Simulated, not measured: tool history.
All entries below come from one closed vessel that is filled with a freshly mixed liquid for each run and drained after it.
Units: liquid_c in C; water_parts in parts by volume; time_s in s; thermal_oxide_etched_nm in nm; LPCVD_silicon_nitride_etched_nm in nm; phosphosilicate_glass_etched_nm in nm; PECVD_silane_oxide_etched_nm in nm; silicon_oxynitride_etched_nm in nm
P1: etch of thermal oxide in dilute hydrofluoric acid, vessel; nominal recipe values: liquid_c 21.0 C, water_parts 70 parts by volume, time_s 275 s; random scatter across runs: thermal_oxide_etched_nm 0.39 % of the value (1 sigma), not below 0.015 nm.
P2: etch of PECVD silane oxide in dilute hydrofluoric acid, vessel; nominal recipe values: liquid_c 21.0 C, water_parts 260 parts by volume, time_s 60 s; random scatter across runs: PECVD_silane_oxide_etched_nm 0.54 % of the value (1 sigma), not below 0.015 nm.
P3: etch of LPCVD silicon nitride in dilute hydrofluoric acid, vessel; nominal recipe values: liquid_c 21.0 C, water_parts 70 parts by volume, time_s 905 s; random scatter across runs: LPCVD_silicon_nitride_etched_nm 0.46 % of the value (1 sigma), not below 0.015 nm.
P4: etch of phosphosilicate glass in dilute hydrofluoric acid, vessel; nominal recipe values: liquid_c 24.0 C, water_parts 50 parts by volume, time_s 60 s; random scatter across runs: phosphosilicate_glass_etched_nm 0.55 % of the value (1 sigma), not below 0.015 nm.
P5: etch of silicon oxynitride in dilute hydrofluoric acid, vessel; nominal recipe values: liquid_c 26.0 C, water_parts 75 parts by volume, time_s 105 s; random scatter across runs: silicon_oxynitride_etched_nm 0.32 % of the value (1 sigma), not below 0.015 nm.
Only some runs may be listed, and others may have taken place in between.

| run | hour | process | liquid_c | water_parts | time_s | hours since the thermometer was replaced | hours since the hydrofluoric acid flow meter was replaced | thermal_oxide_etched_nm | LPCVD_silicon_nitride_etched_nm | phosphosilicate_glass_etched_nm | PECVD_silane_oxide_etched_nm | silicon_oxynitride_etched_nm |
|---|---|---|---|---|---|---|---|---|---|---|---|---|
| 1 | 6.3 | P1 | 21.0 | 70 | 275 | 729.3 | 809.4 | 16.873 |  |  |  |  |
| 2 | 10.5 | P3 | 21.0 | 70 | 1560 | 733.5 | 813.6 |  | 9.1319 |  |  |  |
| 3 | 17.5 | P1 | 21.0 | 110 | 275 | 740.5 | 820.6 | 10.269 |  |  |  |  |
| 4 | 24.2 | P3 | 21.0 | 30 | 905 | 747.2 | 827.3 |  | 12.0900 |  |  |  |
| 5 | 32.2 | P4 | 17.0 | 50 | 60 | 755.2 | 835.3 |  |  | 77.166 |  |  |
| 6 | 38.5 | P2 | 17.0 | 260 | 60 | 761.5 | 841.6 |  |  |  | 7.5486 |  |
| 7 | 42.5 | P1 | 21.0 | 70 | 275 | 765.5 | 845.6 | 16.892 |  |  |  |  |
| 8 | 49.0 | P1 | 21.0 | 70 | 275 | 772.0 | 852.1 | 16.847 |  |  |  |  |
| 9 | 54.7 | P5 | 26.0 | 75 | 105 | 777.7 | 857.8 |  |  |  |  | 6.3221 |
| 10 | 60.2 | P1 | 21.0 | 70 | 275 | 783.2 | 863.3 | 16.929 |  |  |  |  |
| 11 | 67.9 | P4 | 24.0 | 50 | 30 | 790.9 | 871.0 |  |  | 51.645 |  |  |
| 12 | 72.7 | P5 | 26.0 | 75 | 30 | 795.7 | 875.8 |  |  |  |  | 1.8202 |
| 13 | 77.0 | P3 | 28.5 | 70 | 905 | 800.0 | 880.1 |  | 8.7769 |  |  |  |
| 14 | 85.2 | P1 | 17.0 | 70 | 275 | 808.2 | 888.3 | 14.083 |  |  |  |  |
| 15 | 90.4 | P1 | 25.5 | 70 | 275 | 813.4 | 893.5 | 20.354 |  |  |  |  |
| 16 | 97.1 | P5 | 26.0 | 105 | 105 | 820.1 | 900.2 |  |  |  |  | 4.3984 |
| 17 | 102.9 | P1 | 28.0 | 105 | 275 | 825.9 | 906.0 | 14.056 |  |  |  |  |
| 18 | 109.2 | P2 | 21.0 | 260 | 60 | 832.2 | 912.3 |  |  |  | 8.8125 |  |
| 19 | 113.9 | P4 | 24.0 | 20 | 60 | 836.9 | 917.0 |  |  | 266.420 |  |  |
| 20 | 118.3 | P4 | 24.0 | 50 | 60 | 841.3 | 921.4 |  |  | 103.010 |  |  |
| 21 | 123.7 | P2 | 21.0 | 100 | 60 | 846.7 | 926.8 |  |  |  | 26.8850 |  |
| 22 | 128.2 | P1 | 21.0 | 70 | 400 | 851.2 | 931.3 | 24.401 |  |  |  |  |
| 23 | 133.0 | P1 | 21.0 | 45 | 275 | 856.0 | 936.1 | 27.023 |  |  |  |  |
| 24 | 138.9 | P4 | 24.0 | 50 | 60 | 861.9 | 942.0 |  |  | 102.460 |  |  |
| 25 | 146.9 | P2 | 21.0 | 260 | 30 | 869.9 | 950.0 |  |  |  | 4.3970 |  |
| 26 | 153.2 | P5 | 33.5 | 75 | 105 | 876.2 | 956.3 |  |  |  |  | 8.8366 |
| 27 | 158.3 | P1 | 17.0 | 20 | 275 | 881.3 | 961.4 | 52.689 |  |  |  |  |
| 28 | 164.3 | P1 | 21.0 | 70 | 105 | 887.3 | 967.4 | 6.453 |  |  |  |  |
| 29 | 172.2 | P1 | 17.0 | 95 | 275 | 895.2 | 975.3 | 10.244 |  |  |  |  |
| 30 | 176.8 | P1 | 21.0 | 70 | 275 | 899.8 | 979.9 | 16.900 |  |  |  |  |
| 31 | 182.4 | P3 | 21.0 | 70 | 905 | 905.4 | 985.5 |  | 5.3217 |  |  |  |
| 32 | 187.0 | P1 | 21.0 | 70 | 275 | 910.0 | 990.1 | 16.942 |  |  |  |  |
| 33 | 195.1 | P1 | 21.0 | 70 | 275 | 918.1 | 998.2 | 17.397 |  |  |  |  |
| 34 | 200.0 | P1 | 21.0 | 70 | 275 | 923.0 | 1003.1 | 17.579 |  |  |  |  |
| 35 | 206.2 | P1 | 21.0 | 70 | 275 | 929.2 | 1009.3 | 17.668 |  |  |  |  |
| 36 | 211.2 | P1 | 21.0 | 70 | 275 | 934.2 | 1014.3 | 17.834 |  |  |  |  |
| 37 | 216.3 | P1 | 21.0 | 70 | 275 | 939.3 | 1019.4 | 17.948 |  |  |  |  |
| 38 | 222.1 | P1 | 21.0 | 70 | 275 | 945.1 | 1025.2 | 18.012 |  |  |  |  |
| 39 | 226.6 | P1 | 21.0 | 70 | 275 | 949.6 | 1029.7 | 18.018 |  |  |  |  |
| 40 | 231.2 | P1 | 21.0 | 70 | 275 | 954.2 | 1034.3 | 18.099 |  |  |  |  |
| 41 | 238.0 | P1 | 21.0 | 70 | 275 | 961.0 | 1041.1 | 18.034 |  |  |  |  |
| 42 | 243.2 | P1 | 21.0 | 70 | 275 | 966.2 | 1046.3 | 18.161 |  |  |  |  |

What P1 gives has crept away from where it was. These 2 causes fit the log equally well, each at the size given:
A: hydrofluoric acid flow above the setpoint (%) = 6.68
B: liquid hotter than its thermometer reads (K) = 1.7
The onset of the drift is placed at about hour 187.0.

Below are 4 check runs, each on a single wafer, with their results shown as question marks. Which of them would tell the listed causes apart, meaning the causes would give clearly different results under it?
| check 1 | 248.4 | P2 | 21.0 | 185 | 30 |  |  |  |  |  | ? |  |
| check 2 | 248.4 | P3 | 26.0 | 35 | 905 |  |  |  | ? |  |  |  |
| check 3 | 248.4 | P4 | 17.0 | 20 | 60 |  |  |  |  | ? |  |  |
| check 4 | 248.4 | P5 | 31.5 | 75 | 30 |  |  |  |  |  |  | ? |

What every check run would give for each of its results, assuming each possible cause in turn:
| check | result | if A | if B |
|---|---|---|---|
| check 1 | PECVD_silane_oxide_etched_nm | 7.1804 | 7.0976 |
| check 2 | LPCVD_silicon_nitride_etched_nm | 15.6340 | 16.4400 |
| check 3 | phosphosilicate_glass_etched_nm | 211.050 | 212.980 |
| check 4 | silicon_oxynitride_etched_nm | 2.4848 | 2.5004 |
Smallest distance between any two causes, each pair judged by its most separating result, in per cent: check 1 1.16 %; check 2 5.03 %; check 3 0.91 %; check 4 0.63 %
Of the check runs offered, only check 2 discriminates between the causes; the rest would read about the same regardless of which cause applies.

The results of check 2 are: LPCVD_silicon_nitride_etched_nm 15.7340 nm. Based on these, which of the listed causes is it?

A is the cause: hydrofluoric acid flow above the setpoint (%).
